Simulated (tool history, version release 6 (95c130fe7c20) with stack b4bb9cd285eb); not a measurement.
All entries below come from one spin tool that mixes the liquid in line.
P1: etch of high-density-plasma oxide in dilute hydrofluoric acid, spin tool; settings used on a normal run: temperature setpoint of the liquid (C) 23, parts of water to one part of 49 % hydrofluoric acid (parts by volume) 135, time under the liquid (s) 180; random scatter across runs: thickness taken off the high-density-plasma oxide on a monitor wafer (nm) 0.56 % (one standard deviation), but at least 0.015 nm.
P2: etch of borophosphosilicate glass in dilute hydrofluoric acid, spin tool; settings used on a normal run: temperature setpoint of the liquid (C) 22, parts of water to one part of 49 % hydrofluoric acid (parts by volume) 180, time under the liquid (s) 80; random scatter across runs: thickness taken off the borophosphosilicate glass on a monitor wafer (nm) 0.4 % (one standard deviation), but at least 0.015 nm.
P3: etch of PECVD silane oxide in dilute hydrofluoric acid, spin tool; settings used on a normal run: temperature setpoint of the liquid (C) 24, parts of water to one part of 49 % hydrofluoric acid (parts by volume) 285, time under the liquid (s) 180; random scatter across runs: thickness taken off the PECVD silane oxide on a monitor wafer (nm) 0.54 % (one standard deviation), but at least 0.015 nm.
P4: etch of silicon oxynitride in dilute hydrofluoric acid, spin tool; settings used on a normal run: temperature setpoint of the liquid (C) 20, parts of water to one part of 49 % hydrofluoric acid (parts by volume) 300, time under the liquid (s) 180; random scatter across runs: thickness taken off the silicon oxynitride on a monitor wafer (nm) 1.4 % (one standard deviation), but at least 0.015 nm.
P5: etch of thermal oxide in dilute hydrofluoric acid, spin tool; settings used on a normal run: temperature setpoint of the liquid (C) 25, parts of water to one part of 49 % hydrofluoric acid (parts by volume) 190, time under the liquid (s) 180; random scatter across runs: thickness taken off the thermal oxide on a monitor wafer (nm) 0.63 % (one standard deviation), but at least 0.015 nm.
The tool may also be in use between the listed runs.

| run | hour | process that ran | temperature setpoint of the liquid (C) | parts of water to one part of 49 % hydrofluoric acid (parts by volume) | time under the liquid (s) | hours since the thermometer was replaced | hours since the hydrofluoric acid flow meter was replaced | thickness taken off the high-density-plasma oxide on a monitor wafer (nm) | thickness taken off the silicon oxynitride on a monitor wafer (nm) | thickness taken off the PECVD silane oxide on a monitor wafer (nm) | thickness taken off the borophosphosilicate glass on a monitor wafer (nm) | thickness taken off the thermal oxide on a monitor wafer (nm) |
|---|---|---|---|---|---|---|---|---|---|---|---|---|
| 1 | 6.4 | P1 | 23 | 135 | 180 | 1381.9 | 899.8 | 6.0909 |  |  |  |  |
| 2 | 11.5 | P1 | 23 | 135 | 180 | 1387 | 904.9 | 6.1265 |  |  |  |  |
| 3 | 16.7 | P4 | 20 | 300 | 180 | 1392.2 | 910.1 |  | 1.4887 |  |  |  |
| 4 | 24.5 | P4 | 26 | 300 | 180 | 1400 | 917.9 |  | 1.8852 |  |  |  |
| 5 | 29.4 | P1 | 23 | 135 | 85 | 1404.9 | 922.8 | 2.8996 |  |  |  |  |
| 6 | 39 | P3 | 24 | 515 | 180 | 1414.5 | 932.4 |  |  | 4.989 |  |  |
| 7 | 43.2 | P2 | 22 | 110 | 80 | 1418.7 | 936.6 |  |  |  | 31.245 |  |
| 8 | 50.7 | P1 | 23 | 135 | 345 | 1426.2 | 944.1 | 11.846 |  |  |  |  |
| 9 | 57.6 | P1 | 23 | 20 | 180 | 1433.1 | 951 | 47.51 |  |  |  |  |
| 10 | 66.8 | P1 | 23 | 135 | 180 | 1442.3 | 960.2 | 6.1008 |  |  |  |  |
| 11 | 75.9 | P5 | 33 | 190 | 180 | 1451.4 | 969.3 |  |  |  |  | 5.2648 |
| 12 | 81.7 | P3 | 32 | 285 | 180 | 1457.2 | 975.1 |  |  | 14.561 |  |  |
| 13 | 88.4 | P1 | 23 | 135 | 180 | 1463.9 | 981.8 | 6.0975 |  |  |  |  |
| 14 | 93.9 | P5 | 25 | 190 | 85 | 1469.4 | 987.3 |  |  |  |  | 1.851 |
| 15 | 98.2 | P5 | 25 | 55 | 180 | 1473.7 | 991.6 |  |  |  |  | 16.239 |
| 16 | 102.4 | P3 | 24 | 285 | 180 | 1477.9 | 995.8 |  |  | 11.152 |  |  |
| 17 | 107.8 | P1 | 23 | 135 | 180 | 1483.3 | 1001.2 | 6.1415 |  |  |  |  |
| 18 | 112.9 | P1 | 27 | 70 | 180 | 1488.4 | 1006.3 | 14.982 |  |  |  |  |
| 19 | 117.4 | P3 | 24 | 285 | 350 | 1492.9 | 1010.8 |  |  | 21.767 |  |  |
| 20 | 125.8 | P1 | 28 | 135 | 180 | 1501.3 | 1019.2 | 7.4183 |  |  |  |  |
| 21 | 133.2 | P4 | 20 | 300 | 330 | 1508.7 | 1026.6 |  | 2.7298 |  |  |  |
| 22 | 139.5 | P1 | 23 | 135 | 180 | 1515 | 1032.9 | 6.1368 |  |  |  |  |
| 23 | 145.7 | P4 | 20 | 510 | 180 | 1521.2 | 1039.1 |  | 0.81556 |  |  |  |
| 24 | 154.1 | P2 | 17 | 180 | 80 | 1529.6 | 1047.5 |  |  |  | 14.418 |  |
| 25 | 159.2 | P5 | 25 | 190 | 180 | 1534.7 | 1052.6 |  |  |  |  | 3.9392 |
| 26 | 166.6 | P1 | 23 | 135 | 180 | 1542.1 | 1060 | 6.0919 |  |  |  |  |

The next listed run, before its measurement:
|  | 171.6 | hydrofluoric acid flow meter replaced |
| 27 | 171.7 | P1 | 23 | 230 | 180 | 1547.2 | 0.2 | ? |  |  |  |  |

{"run 27": {"thickness taken off the high-density-plasma oxide on a monitor wafer (nm)": 3.2413}}
